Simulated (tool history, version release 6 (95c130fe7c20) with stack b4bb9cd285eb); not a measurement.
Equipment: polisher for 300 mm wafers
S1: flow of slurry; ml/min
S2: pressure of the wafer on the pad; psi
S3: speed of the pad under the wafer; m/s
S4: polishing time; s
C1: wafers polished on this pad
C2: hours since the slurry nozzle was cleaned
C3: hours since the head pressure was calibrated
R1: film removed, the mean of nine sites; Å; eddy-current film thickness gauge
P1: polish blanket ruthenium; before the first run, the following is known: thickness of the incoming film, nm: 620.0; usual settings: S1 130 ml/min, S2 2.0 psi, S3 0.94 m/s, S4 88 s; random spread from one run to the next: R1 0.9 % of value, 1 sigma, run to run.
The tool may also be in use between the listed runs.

| run | day | S1 | S2 | S3 | S4 | C1 | C2 | C3 | R1 |
|---|---|---|---|---|---|---|---|---|---|
| 1 | 0.317 | 130 | 2.0 | 0.94 | 88 | 202 | 232.6 | 861.5 | 1007.50 |
| 2 | 0.658 | 200 | 2.0 | 0.94 | 88 | 285 | 240.8 | 869.7 | 1089.40 |
| 3 | 1.046 | 130 | 1.1 | 0.94 | 88 | 378 | 250.1 | 879.0 | 556.47 |
| 4 | 1.392 | 80 | 2.0 | 0.94 | 88 | 461 | 258.4 | 887.3 | 905.63 |
| 5 | 1.717 | 130 | 2.0 | 0.94 | 88 | 539 | 266.2 | 895.1 | 1028.60 |
| 6 | 1.917 | 130 | 2.0 | 0.94 | 88 | 587 | 271.0 | 899.9 | 1027.50 |
| 7 | 2.154 | 130 | 2.0 | 0.44 | 88 | 644 | 276.7 | 905.6 | 481.33 |
| 8 | 2.433 | 130 | 2.0 | 0.94 | 88 | 711 | 283.4 | 912.3 | 1018.10 |
| 9 | 2.688 | 130 | 2.8 | 0.94 | 88 | 772 | 289.5 | 918.4 | 1442.00 |
| 10 | 3.046 | 130 | 2.0 | 1.26 | 88 | 859 | 298.1 | 927.0 | 1368.50 |
| 11 | 3.242 | 130 | 2.0 | 0.94 | 88 | 906 | 302.8 | 931.7 | 1004.90 |
| 12 | 3.500 | 130 | 2.0 | 0.94 | 119 | 968 | 309.0 | 937.9 | 1400.40 |
| 13 | 3.729 | 130 | 2.0 | 0.94 | 57 | 1023 | 314.5 | 943.4 | 646.79 |

Forecast run 14:
| 14 | 4.054 | 130 | 2.0 | 0.94 | 88 | 1101 | 322.3 | 951.2 | ? |

Logged for run 14: R1 1024.70 Å.
